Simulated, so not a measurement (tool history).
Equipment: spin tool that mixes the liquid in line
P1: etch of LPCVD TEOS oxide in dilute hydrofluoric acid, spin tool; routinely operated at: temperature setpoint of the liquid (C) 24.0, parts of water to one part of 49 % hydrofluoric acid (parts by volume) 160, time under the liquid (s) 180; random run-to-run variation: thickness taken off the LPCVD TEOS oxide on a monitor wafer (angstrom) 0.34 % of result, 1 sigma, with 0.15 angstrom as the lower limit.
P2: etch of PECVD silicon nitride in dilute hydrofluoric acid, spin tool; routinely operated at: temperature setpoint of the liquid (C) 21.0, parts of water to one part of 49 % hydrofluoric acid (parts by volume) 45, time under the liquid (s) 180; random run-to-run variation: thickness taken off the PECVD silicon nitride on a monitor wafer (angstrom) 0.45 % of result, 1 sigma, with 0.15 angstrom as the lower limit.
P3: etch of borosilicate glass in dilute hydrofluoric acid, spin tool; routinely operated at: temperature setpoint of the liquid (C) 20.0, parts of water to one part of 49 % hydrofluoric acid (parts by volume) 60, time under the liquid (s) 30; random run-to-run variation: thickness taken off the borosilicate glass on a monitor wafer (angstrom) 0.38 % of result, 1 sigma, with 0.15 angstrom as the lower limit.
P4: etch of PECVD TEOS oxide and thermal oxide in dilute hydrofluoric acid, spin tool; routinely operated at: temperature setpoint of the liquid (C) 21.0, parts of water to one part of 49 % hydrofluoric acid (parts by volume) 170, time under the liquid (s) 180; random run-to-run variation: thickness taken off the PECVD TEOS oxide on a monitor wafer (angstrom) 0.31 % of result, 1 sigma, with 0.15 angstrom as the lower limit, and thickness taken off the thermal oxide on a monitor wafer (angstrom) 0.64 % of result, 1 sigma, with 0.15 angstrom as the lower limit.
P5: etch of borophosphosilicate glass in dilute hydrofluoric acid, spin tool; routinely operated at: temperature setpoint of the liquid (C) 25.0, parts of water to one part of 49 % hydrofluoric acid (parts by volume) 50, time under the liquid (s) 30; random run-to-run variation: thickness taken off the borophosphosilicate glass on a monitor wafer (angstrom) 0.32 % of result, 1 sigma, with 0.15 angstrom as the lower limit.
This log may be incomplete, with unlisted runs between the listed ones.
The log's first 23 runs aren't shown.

run   hour  process that ran  temperature setpoint of the liquid (C)  parts of water to one part of 49 % hydrofluoric acid (parts by volume)  time under the liquid (s)  thickness taken off the LPCVD TEOS oxide on a monitor wafer (angstrom)  thickness taken off the PECVD silicon nitride on a monitor wafer (angstrom)  thickness taken off the borophosphosilicate glass on a monitor wafer (angstrom)  thickness taken off the borosilicate glass on a monitor wafer (angstrom)  thickness taken off the PECVD TEOS oxide on a monitor wafer (angstrom)  thickness taken off the thermal oxide on a monitor wafer (angstrom)
 24  150.9                P4                                    21.0                                                                     170                        180                                                                                                                                                                                                                                                                                                                                                                                 143.090                                                              39.2900
 25  156.1                P1                                    24.0                                                                     160                        180                                                                 202.620
 26  163.2                P1                                    32.0                                                                     160                        180                                                                 271.370
 27  167.7                P1                                    24.0                                                                     160                        180                                                                 203.270
 28  172.6                P3                                    20.0                                                                      60                         30                                                                                                                                                                                                                                                                                                         156.490
 29  179.7                P1                                    24.0                                                                      25                        180                                                                1545.300
 30  185.5                P3                                    20.0                                                                     100                         30                                                                                                                                                                                                                                                                                                          89.021
 31  191.6                P1                                    24.0                                                                     160                        180                                                                 203.900
 32  199.7                P3                                    20.0                                                                      60                         55                                                                                                                                                                                                                                                                                                         286.550
 33  204.2                P1                                    20.0                                                                     160                        255                                                                 245.780
 34  209.1                P1                                    24.0                                                                     160                        180                                                                 204.280
 35  216.3                P1                                    24.0                                                                     160                        180                                                                 202.990
 36  223.6                P1                                    24.0                                                                     160                        180                                                                 207.030
 37  230.9                P1                                    24.0                                                                     160                        180                                                                 211.270
 38  237.6                P1                                    24.0                                                                     160                        180                                                                 213.880
 39  241.9                P1                                    24.0                                                                     160                        180                                                                 213.220
 40  249.6                P1                                    24.0                                                                     160                        180                                                                 213.360

Run 41, settings as shown, results not yet in. Your forecast:
 41  253.7                P1                                    24.0                                                                     160                        180                                                                       ?

Run 41 gave thickness taken off the LPCVD TEOS oxide on a monitor wafer (angstrom) 214.520.
